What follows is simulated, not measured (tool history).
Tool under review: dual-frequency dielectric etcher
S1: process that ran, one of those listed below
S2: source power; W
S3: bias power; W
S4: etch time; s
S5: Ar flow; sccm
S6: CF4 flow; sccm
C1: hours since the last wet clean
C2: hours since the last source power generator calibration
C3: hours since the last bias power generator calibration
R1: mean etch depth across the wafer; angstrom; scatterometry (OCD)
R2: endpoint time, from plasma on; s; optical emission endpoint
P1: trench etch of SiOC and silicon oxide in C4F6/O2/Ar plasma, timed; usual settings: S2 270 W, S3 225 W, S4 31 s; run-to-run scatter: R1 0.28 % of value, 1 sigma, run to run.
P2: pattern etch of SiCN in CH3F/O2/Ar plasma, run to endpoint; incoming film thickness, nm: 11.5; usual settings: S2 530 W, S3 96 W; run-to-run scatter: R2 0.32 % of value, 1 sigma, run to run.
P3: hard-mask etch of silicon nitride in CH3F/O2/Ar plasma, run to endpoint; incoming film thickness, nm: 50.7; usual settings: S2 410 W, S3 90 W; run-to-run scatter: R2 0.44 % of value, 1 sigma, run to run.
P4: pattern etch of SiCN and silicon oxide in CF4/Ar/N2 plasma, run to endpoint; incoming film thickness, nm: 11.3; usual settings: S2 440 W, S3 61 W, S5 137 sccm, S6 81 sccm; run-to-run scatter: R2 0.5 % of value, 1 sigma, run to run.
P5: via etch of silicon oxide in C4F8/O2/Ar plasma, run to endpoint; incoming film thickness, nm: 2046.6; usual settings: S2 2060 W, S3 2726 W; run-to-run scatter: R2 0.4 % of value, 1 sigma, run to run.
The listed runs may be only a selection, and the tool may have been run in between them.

| run | day | S1 | S2 | S3 | S4 | S5 | S6 | C1 | C2 | C3 | R1 | R2 |
|---|---|---|---|---|---|---|---|---|---|---|---|---|
| 1 | 0.188 | P1 | 270 | 225 | 31 |  |  | 391.2 | 1509.6 | 1559.4 | 557.95 |  |
| 2 | 0.567 | P3 | 410 | 90 |  |  |  | 400.3 | 1518.7 | 1568.5 |  | 66.434 |
| 3 | 0.788 | P1 | 270 | 225 | 31 |  |  | 405.6 | 1524 | 1573.8 | 556.7 |  |
| 4 | 1.075 | P5 | 2060 | 2071 |  |  |  | 412.5 | 1530.9 | 1580.7 |  | 390.83 |
| 5 | 1.346 | P3 | 410 | 55 |  |  |  | 419 | 1537.4 | 1587.2 |  | 78.418 |
| 6 | 1.675 | P1 | 270 | 225 | 31 |  |  | 426.9 | 1545.3 | 1595.1 | 556.41 |  |
| 7 | 2.012 | P2 | 530 | 96 |  |  |  | 435 | 1553.4 | 1603.2 |  | 24.594 |
| 8 | 2.238 | P1 | 270 | 277 | 31 |  |  | 440.4 | 1558.8 | 1608.6 | 596.27 |  |
| 9 | 2.45 | P5 | 2060 | 2726 |  |  |  | 445.5 | 1563.9 | 1613.7 |  | 361.7 |
| 10 | 2.7 | P5 | 2060 | 2726 |  |  |  | 451.5 | 1569.9 | 1619.7 |  | 363.22 |
| 11 | 2.921 | P4 | 440 | 75 |  | 137 | 81 | 456.8 | 1575.2 | 1625 |  | 13.512 |
| 12 | 3.288 | P3 | 560 | 90 |  |  |  | 465.6 | 1584 | 1633.8 |  | 58.173 |
| 13 | 3.608 | P2 | 530 | 76 |  |  |  | 473.3 | 1591.7 | 1641.5 |  | 26.686 |
| 14 | 3.933 | P1 | 160 | 225 | 31 |  |  | 481.1 | 1599.5 | 1649.3 | 455.73 |  |
| 15 | 4.3 | P1 | 270 | 225 | 31 |  |  | 489.9 | 1608.3 | 1658.1 | 554.45 |  |
| 16 | 4.55 | P5 | 1430 | 2726 |  |  |  | 495.9 | 1614.3 | 1664.1 |  | 417.42 |
| 17 | 4.942 | P1 | 270 | 225 | 31 |  |  | 505.3 | 1623.7 | 1673.5 | 557.64 |  |
| 18 | 5.308 | P1 | 270 | 263 | 46 |  |  | 514.1 | 1632.5 | 1682.3 | 865.21 |  |
| 19 | 5.508 | P2 | 530 | 96 |  |  |  | 518.9 | 1637.3 | 1687.1 |  | 24.328 |
| 20 | 5.708 | P1 | 270 | 225 | 31 |  |  | 523.7 | 1642.1 | 1691.9 | 555.75 |  |
| 21 | 6.033 | P1 | 270 | 225 | 31 |  |  | 531.5 | 1649.9 | 1699.7 | 554.46 |  |
| 22 | 6.362 | P1 | 270 | 225 | 46 |  |  | 539.4 | 1657.8 | 1707.6 | 825.85 |  |
| 23 | 6.738 | P4 | 440 | 61 |  | 137 | 81 | 548.4 | 1666.8 | 1716.6 |  | 14.562 |
| 24 | 6.925 | P2 | 390 | 96 |  |  |  | 552.9 | 1671.3 | 1721.1 |  | 27.206 |
| 25 | 7.158 | P1 | 270 | 142 | 31 |  |  | 558.5 | 1676.9 | 1726.7 | 476.9 |  |
| 26 | 7.512 | P1 | 270 | 225 | 17 |  |  | 567 | 1685.4 | 1735.2 | 304.3 |  |
| 27 | 7.904 | P4 | 440 | 61 |  | 137 | 108 | 576.4 | 1694.8 | 1744.6 |  | 14.024 |
| 28 | 8.142 | P4 | 590 | 61 |  | 137 | 81 | 582.1 | 1700.5 | 1750.3 |  | 11.248 |
| 29 | 8.496 | P4 | 440 | 61 |  | 137 | 81 | 590.6 | 1709 | 1758.8 |  | 14.631 |
| 30 | 8.788 | P1 | 320 | 225 | 31 |  |  | 597.6 | 1716 | 1765.8 | 590.58 |  |
| 31 | 9.067 | P4 | 440 | 61 |  | 81 | 81 | 604.3 | 1722.7 | 1772.5 |  | 13.303 |
| 32 | 9.392 | P1 | 270 | 225 | 31 |  |  | 612.1 | 1730.5 | 1780.3 | 552.04 |  |
| 33 | 9.688 | P1 | 270 | 225 | 31 |  |  | 619.2 | 1737.6 | 1787.4 | 559.25 |  |
| 34 | 9.862 | P1 | 270 | 225 | 31 |  |  | 623.4 | 1741.8 | 1791.6 | 559.04 |  |
| 35 | 10.1 | P1 | 270 | 225 | 31 |  |  | 629.1 | 1747.5 | 1797.3 | 558.75 |  |
| 36 | 10.371 | P1 | 270 | 225 | 31 |  |  | 635.6 | 1754 | 1803.8 | 562.92 |  |
|  | 10.562 | wet clean of the chamber |
| 37 | 10.612 | P1 | 270 | 225 | 31 |  |  | 1.3 | 1759.8 | 1809.6 | 564.48 |  |
| 38 | 10.888 | P1 | 270 | 225 | 31 |  |  | 7.9 | 1766.4 | 1816.2 | 562.45 |  |
| 39 | 11.088 | P1 | 270 | 225 | 31 |  |  | 12.7 | 1771.2 | 1821 | 562.46 |  |
| 40 | 11.446 | P1 | 270 | 225 | 31 |  |  | 21.3 | 1779.8 | 1829.6 | 561.22 |  |
| 41 | 11.642 | P1 | 270 | 225 | 31 |  |  | 26 | 1784.5 | 1834.3 | 561.04 |  |
| 42 | 11.871 | P1 | 270 | 225 | 31 |  |  | 31.5 | 1790 | 1839.8 | 560.88 |  |

The log shows P1 creeping away from where it was. Any of the 2 causes listed here, at the size stated for it, fits the log just as well as the others:
A: bias power that arrives over what is set, % = 4.16
B: source power that arrives over what is set, % = 3.72
The gradual shift began around day 9.392.
Other possible causes, and why each is ruled out:
chamber walls in a state that raises the etch rate, %: serviced at day 10.562, after the change had begun; the process did not return to its earlier output

The 4 check runs listed below each average the results of 5 wafers, and their outcomes are marked with question marks. Under which run would the listed causes produce clearly different results?
| check 1 | 12.1 | P5 | 1470 | 2726 |  |  |  |  |  |  |  | ? |
| check 2 | 12.1 | P4 | 540 | 61 |  | 83 | 81 |  |  |  |  | ? |
| check 3 | 12.1 | P3 | 560 | 61 |  |  |  |  |  |  |  | ? |
| check 4 | 12.1 | P2 | 430 | 80 |  |  |  |  |  |  |  | ? |

Predicted outcomes, by check and by cause:
| check | result | if A | if B |
|---|---|---|---|
| check 1 | R2 | 407.84 | 407.23 |
| check 2 | R2 | 11.082 | 10.86 |
| check 3 | R2 | 66.199 | 66.13 |
| check 4 | R2 | 27.828 | 27.857 |
Gap, in per cent, between the two causes that each check separates least, read from the result that separates them most: check 1 0.15 %; check 2 2.02 %; check 3 0.1 %; check 4 0.1 %
The causes can be told apart only by check 2. The other checks would give nearly the same results under each of them.

The results of check 2 are: R2 10.851 s. Based on these, which of the listed causes is it?

It was cause B: source power that arrives over what is set, %.
